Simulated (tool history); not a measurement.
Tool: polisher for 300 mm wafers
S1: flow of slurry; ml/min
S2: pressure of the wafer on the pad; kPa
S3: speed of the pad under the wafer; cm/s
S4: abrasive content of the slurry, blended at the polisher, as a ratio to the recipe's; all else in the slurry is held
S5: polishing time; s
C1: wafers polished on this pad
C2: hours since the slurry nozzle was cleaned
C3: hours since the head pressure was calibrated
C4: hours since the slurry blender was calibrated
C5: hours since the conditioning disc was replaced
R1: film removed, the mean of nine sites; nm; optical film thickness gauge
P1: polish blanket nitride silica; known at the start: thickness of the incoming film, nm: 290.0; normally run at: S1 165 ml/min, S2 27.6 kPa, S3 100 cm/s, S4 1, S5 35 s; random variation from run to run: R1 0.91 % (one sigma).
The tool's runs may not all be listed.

run	hour	S1	S2	S3	S4	S5	C1	C2	C3	C4	C5	R1
1	7.1	165	27.6	100	1	35	815	147.4	524.4	176.3	281.6	20.58
2	18.2	165	27.6	100	1	35	952	158.5	535.5	187.4	292.7	20.396
# hour 19.3: head pressure recalibrated
3	27.3	165	27.6	100	1	35	1064	167.6	8	196.5	301.8	20.627
4	41	165	43.4	100	1	35	1232	181.3	21.7	210.2	315.5	32.559
5	52.1	165	27.6	100	1	35	1369	192.4	32.8	221.3	326.6	20.813
6	62.7	165	27.6	44	1	35	1499	203	43.4	231.9	337.2	10.623
7	74.7	165	27.6	100	1	35	1647	215	55.4	243.9	349.2	20.682
8	84.1	165	27.6	100	1	16	1762	224.4	64.8	253.3	358.6	9.5169
9	93.1	165	27.6	156	1	35	1873	233.4	73.8	262.3	367.6	29.517
10	104.6	100	27.6	100	1	35	2014	244.9	85.3	273.8	379.1	18.592
11	115.3	230	27.6	100	0.75	35	2146	255.6	96	284.5	389.8	18.933
12	125.5	165	12.4	100	1	35	2271	265.8	106.2	294.7	400	9.2574
13	137.3	165	27.6	100	1	35	2417	277.6	118	306.5	411.8	20.887
14	146.9	165	27.6	100	0.55	35	2535	287.2	127.6	316.1	421.4	14.94
# hour 157.3: slurry blender recalibrated
15	160.8	255	27.6	100	1	35	2706	301.1	141.5	3.5	435.3	21.434
16	168.3	165	27.6	100	1	48	2798	308.6	149	11	442.8	28.401
17	175.1	165	27.6	100	1.45	35	2882	315.4	155.8	17.8	449.6	24.143
18	184.8	165	27.6	100	1	35	3001	325.1	165.5	27.5	459.3	20.73
19	198.2	165	27.6	100	1	35	3166	338.5	178.9	40.9	472.7	20.339
20	208.5	165	27.6	100	1	35	3292	348.8	189.2	51.2	483	19.719
21	219.5	165	27.6	100	1	35	3428	359.8	200.2	62.2	494	19.353
22	233.7	165	27.6	100	1	35	3602	374	214.4	76.4	508.2	19.101
# hour 238.4: worn pad replaced by a new one
# hour 239.3: slurry blender recalibrated
23	245.6	165	27.6	100	1	35	89	385.9	226.3	6.3	520.1	19.096
24	252.9	165	27.6	100	1	35	179	393.2	233.6	13.6	527.4	19.159
# hour 260.7: conditioning disc replaced and pad reconditioned
25	263.2	165	27.6	100	1	35	305	403.5	243.9	23.9	2.6	18.77
26	275.3	165	27.6	100	1	35	454	415.6	256	36	14.7	19.032
27	283.9	165	27.6	100	1	35	560	424.2	264.6	44.6	23.3	19.113
28	293.4	165	27.6	100	1	35	677	433.7	274.1	54.1	32.8	18.877

What P1 gives has crept away from where it was. These 2 causes fit the log equally well, each at the size given:
A: slurry flow missing at the pad, % = 36.4
B: head's pressure below its setpoint, % = 8.47
The creep began at about hour 184.8.
Why every other cause is out:
removal rate lost through wear of the pad, %: serviced at hour 238.4, which brought nothing back
abrasive missing from the slurry, %: serviced at hour 239.3, which brought nothing back
time polished since the conditioner stopped cutting, s: serviced at hour 260.7, which brought nothing back

4 check runs are offered, each on 2 wafers whose results are averaged, their results left as question marks. Which one tells the causes apart?
check 1	302.9	165	27.6	52	1	17						?
check 2	302.9	165	42.7	100	1	24						?
check 3	302.9	100	27.6	48	1	35						?
check 4	302.9	165	13.8	100	0.6	35						?

What each check would give under each cause:
check	result	if A	if B
check 1	R1	5.4362	5.4357
check 2	R1	20.072	20.07
check 3	R1	9.0425	9.4968
check 4	R1	7.2465	7.2458
How far apart the two closest causes lie, in the result that separates them most: check 1 0.01 %; check 2 0.01 %; check 3 4.9 %; check 4 0.01 %
Only check 3 tells the causes apart: in the others they would give nearly the same result.

Then check 3 was run and gave: R1 9.3673 nm. Which cause is it?

It is B: head's pressure below its setpoint, %.
